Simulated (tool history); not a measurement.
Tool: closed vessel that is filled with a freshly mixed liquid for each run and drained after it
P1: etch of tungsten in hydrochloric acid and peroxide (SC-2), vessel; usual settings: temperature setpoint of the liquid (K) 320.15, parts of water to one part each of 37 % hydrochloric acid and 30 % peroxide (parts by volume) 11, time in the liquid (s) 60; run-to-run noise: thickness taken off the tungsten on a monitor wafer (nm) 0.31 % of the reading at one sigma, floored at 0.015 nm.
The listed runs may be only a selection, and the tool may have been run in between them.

run	day	temperature setpoint of the liquid (K)	parts of water to one part each of 37 % hydrochloric acid and 30 % peroxide (parts by volume)	time in the liquid (s)	thickness taken off the tungsten on a monitor wafer (nm)
1	0.583	320.15	11	60	12.8940
2	1.129	327.65	11	60	21.2750
3	1.667	320.15	11	60	12.9970
4	2.133	320.15	4	60	28.2410
5	2.767	320.15	11	60	13.0000
6	3.367	320.15	11	60	12.9580
7	3.883	308.15	11	60	5.5475
8	4.542	320.15	11	115	24.8550
9	5.171	320.15	11	30	6.4711
10	5.800	320.15	11	60	12.8750
11	6.283	308.15	11	90	8.3524
# day 6.325: chemicals flow meter replaced
12	6.642	320.15	20	60	7.6644

Run 13, settings as shown, results not yet in. Your forecast:
13	7.058	320.15	11	60	?

{"run 13": {"thickness taken off the tungsten on a monitor wafer (nm)": 12.95}}
